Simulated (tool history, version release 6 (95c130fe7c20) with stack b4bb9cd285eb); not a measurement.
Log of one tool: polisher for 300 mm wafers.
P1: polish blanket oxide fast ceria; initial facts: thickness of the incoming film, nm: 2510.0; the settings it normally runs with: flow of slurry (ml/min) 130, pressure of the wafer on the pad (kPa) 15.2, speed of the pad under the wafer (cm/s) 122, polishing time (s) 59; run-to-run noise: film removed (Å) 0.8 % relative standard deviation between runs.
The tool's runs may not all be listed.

run	day	flow of slurry (ml/min)	pressure of the wafer on the pad (kPa)	speed of the pad under the wafer (cm/s)	polishing time (s)	wafers polished on this pad	hours since the slurry nozzle was cleaned	hours since the head pressure was calibrated	film removed (Å)
1	0.358	130	15.2	122	59	678	97.1	149.7	7873.4
2	0.888	130	15.2	60	59	761	109.8	162.4	3832.2
3	1.258	130	15.2	122	59	819	118.7	171.3	7864.1
# day 1.575: slurry nozzle cleaned
4	1.662	130	23.4	122	59	882	2.2	181.0	12096.0
5	2.233	130	15.2	122	59	971	15.9	194.7	7906.0
6	2.625	130	15.2	122	28	1032	25.3	204.1	3776.6
7	3.238	130	15.2	122	92	1127	40.0	218.8	12147.0
# day 3.667: head pressure recalibrated
8	3.729	80	15.2	64	59	1204	51.8	1.6	3648.6
9	4.104	130	6.9	122	59	1262	60.8	10.6	3566.8
10	4.421	130	15.2	122	59	1312	68.4	18.2	7861.8
11	4.788	130	15.2	122	59	1369	77.2	27.0	7893.2
12	5.312	185	15.2	122	59	1451	89.8	39.6	8245.7
13	5.754	130	15.2	122	59	1519	100.4	50.2	7802.8
14	6.225	130	15.2	174	59	1593	111.7	61.5	11144.0
15	6.808	80	15.2	122	59	1684	125.7	75.5	6916.6

Run 16 is up next; what results do you expect?
16	7.283	130	20.7	172	59	1758	137.1	86.9	?

{"run 16": {"film removed (Å)": 15188.0}}
